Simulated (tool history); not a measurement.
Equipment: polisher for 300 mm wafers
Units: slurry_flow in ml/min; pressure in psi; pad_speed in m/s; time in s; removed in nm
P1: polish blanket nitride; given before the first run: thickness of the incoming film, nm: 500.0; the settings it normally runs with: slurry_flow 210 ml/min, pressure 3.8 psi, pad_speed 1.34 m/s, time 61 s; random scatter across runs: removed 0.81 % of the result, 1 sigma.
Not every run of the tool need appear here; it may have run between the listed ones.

Run 1, hour 6.2: slurry_flow 210 ml/min, pressure 3.8 psi, pad_speed 1.34 m/s, time 61 s. Result: removed 118.860 nm.
Run 2, hour 13.1: slurry_flow 210 ml/min, pressure 3.8 psi, pad_speed 1.34 m/s, time 61 s. Result: removed 119.340 nm.
Run 3, hour 23.6: slurry_flow 210 ml/min, pressure 3.8 psi, pad_speed 1.34 m/s, time 87 s. Result: removed 172.890 nm.
Run 4, hour 32.9: slurry_flow 210 ml/min, pressure 3.8 psi, pad_speed 1.34 m/s, time 61 s. Result: removed 119.140 nm.
Run 5, hour 39.9: slurry_flow 210 ml/min, pressure 4.8 psi, pad_speed 1.34 m/s, time 61 s. Result: removed 152.510 nm.
Run 6, hour 46.5: slurry_flow 210 ml/min, pressure 3.8 psi, pad_speed 1.34 m/s, time 61 s. Result: removed 121.300 nm.
Run 7, hour 57.2: slurry_flow 325 ml/min, pressure 3.8 psi, pad_speed 1.34 m/s, time 61 s. Result: removed 124.770 nm.
Run 8, hour 68.2: slurry_flow 210 ml/min, pressure 3.8 psi, pad_speed 2.02 m/s, time 61 s. Result: removed 166.450 nm.
Run 9, hour 75.2: slurry_flow 125 ml/min, pressure 5.8 psi, pad_speed 1.34 m/s, time 61 s. Result: removed 168.530 nm.
Run 10, hour 81.5: slurry_flow 210 ml/min, pressure 3.8 psi, pad_speed 1.34 m/s, time 27 s. Result: removed 52.688 nm.
Run 11, hour 87.1: slurry_flow 210 ml/min, pressure 3.8 psi, pad_speed 1.34 m/s, time 61 s. Result: removed 119.970 nm.
Run 12, hour 95.3: slurry_flow 210 ml/min, pressure 3.8 psi, pad_speed 0.60 m/s, time 61 s. Result: removed 62.481 nm.

For run 13, what comes out?
Run 13, hour 101.1: slurry_flow 210 ml/min, pressure 2.3 psi, pad_speed 1.34 m/s, time 61 s. Result: removed ?.

Run 13 came out at removed 72.220 nm.
